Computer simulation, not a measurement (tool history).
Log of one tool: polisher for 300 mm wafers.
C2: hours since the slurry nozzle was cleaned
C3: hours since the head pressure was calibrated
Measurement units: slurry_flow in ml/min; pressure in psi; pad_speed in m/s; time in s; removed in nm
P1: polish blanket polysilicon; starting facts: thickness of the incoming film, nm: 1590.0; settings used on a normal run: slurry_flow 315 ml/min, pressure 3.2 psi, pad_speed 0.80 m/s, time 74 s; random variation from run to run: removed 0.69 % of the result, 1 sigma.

Run 1, hour 4.8: slurry_flow 315 ml/min, pressure 3.2 psi, pad_speed 0.80 m/s, time 74 s; wafers polished on this pad 434; C2 520.9; C3 151.8. Result: removed 455.06 nm.
Run 2, hour 9.3: slurry_flow 315 ml/min, pressure 3.2 psi, pad_speed 0.80 m/s, time 74 s; wafers polished on this pad 487; C2 525.4; C3 156.3. Result: removed 458.57 nm.
Run 3, hour 13.2: slurry_flow 315 ml/min, pressure 3.2 psi, pad_speed 0.80 m/s, time 44 s; wafers polished on this pad 533; C2 529.3; C3 160.2. Result: removed 268.48 nm.
At hour 19.4: slurry nozzle cleaned.
Run 4, hour 21.0: slurry_flow 315 ml/min, pressure 4.7 psi, pad_speed 0.80 m/s, time 74 s; wafers polished on this pad 624; C2 1.6; C3 168.0. Result: removed 668.76 nm.
Run 5, hour 27.0: slurry_flow 315 ml/min, pressure 4.4 psi, pad_speed 0.80 m/s, time 105 s; wafers polished on this pad 695; C2 7.6; C3 174.0. Result: removed 890.86 nm.
Run 6, hour 34.4: slurry_flow 315 ml/min, pressure 1.4 psi, pad_speed 0.80 m/s, time 74 s; wafers polished on this pad 781; C2 15.0; C3 181.4. Result: removed 199.37 nm.
Run 7, hour 38.1: slurry_flow 315 ml/min, pressure 3.2 psi, pad_speed 0.80 m/s, time 74 s; wafers polished on this pad 825; C2 18.7; C3 185.1. Result: removed 454.59 nm.
Run 8, hour 44.8: slurry_flow 315 ml/min, pressure 3.2 psi, pad_speed 1.22 m/s, time 42 s; wafers polished on this pad 903; C2 25.4; C3 191.8. Result: removed 389.52 nm.
Run 9, hour 48.5: slurry_flow 315 ml/min, pressure 3.2 psi, pad_speed 1.20 m/s, time 74 s; wafers polished on this pad 947; C2 29.1; C3 195.5. Result: removed 679.88 nm.
Run 10, hour 54.6: slurry_flow 190 ml/min, pressure 3.2 psi, pad_speed 0.80 m/s, time 74 s; wafers polished on this pad 1018; C2 35.2; C3 201.6. Result: removed 423.89 nm.
Run 11, hour 60.2: slurry_flow 420 ml/min, pressure 3.2 psi, pad_speed 0.80 m/s, time 74 s; wafers polished on this pad 1084; C2 40.8; C3 207.2. Result: removed 463.45 nm.
Run 12, hour 65.0: slurry_flow 315 ml/min, pressure 3.2 psi, pad_speed 0.80 m/s, time 110 s; wafers polished on this pad 1141; C2 45.6; C3 212.0. Result: removed 674.74 nm.
Run 13, hour 72.3: slurry_flow 315 ml/min, pressure 3.2 psi, pad_speed 0.44 m/s, time 74 s; wafers polished on this pad 1226; C2 52.9; C3 219.3. Result: removed 253.76 nm.
Run 14, hour 79.7: slurry_flow 315 ml/min, pressure 3.2 psi, pad_speed 0.80 m/s, time 74 s; wafers polished on this pad 1313; C2 60.3; C3 226.7. Result: removed 461.64 nm.
Run 15, hour 86.8: slurry_flow 315 ml/min, pressure 3.2 psi, pad_speed 0.80 m/s, time 74 s; wafers polished on this pad 1396; C2 67.4; C3 233.8. Result: removed 456.76 nm.
Run 16, hour 91.9: slurry_flow 315 ml/min, pressure 3.2 psi, pad_speed 0.80 m/s, time 74 s; wafers polished on this pad 1456; C2 72.5; C3 238.9. Result: removed 450.95 nm.
Run 17, hour 95.4: slurry_flow 315 ml/min, pressure 3.2 psi, pad_speed 0.80 m/s, time 74 s; wafers polished on this pad 1497; C2 76.0; C3 242.4. Result: removed 445.63 nm.
Run 18, hour 102.6: slurry_flow 315 ml/min, pressure 3.2 psi, pad_speed 0.80 m/s, time 74 s; wafers polished on this pad 1582; C2 83.2; C3 249.6. Result: removed 440.88 nm.

Estimate the outcome of run 19 from the log above:
Run 19, hour 109.2: slurry_flow 315 ml/min, pressure 3.2 psi, pad_speed 0.80 m/s, time 74 s; wafers polished on this pad 1659; C2 89.8; C3 256.2. Result: removed ?.

Run 19 yielded removed 437.71 nm.

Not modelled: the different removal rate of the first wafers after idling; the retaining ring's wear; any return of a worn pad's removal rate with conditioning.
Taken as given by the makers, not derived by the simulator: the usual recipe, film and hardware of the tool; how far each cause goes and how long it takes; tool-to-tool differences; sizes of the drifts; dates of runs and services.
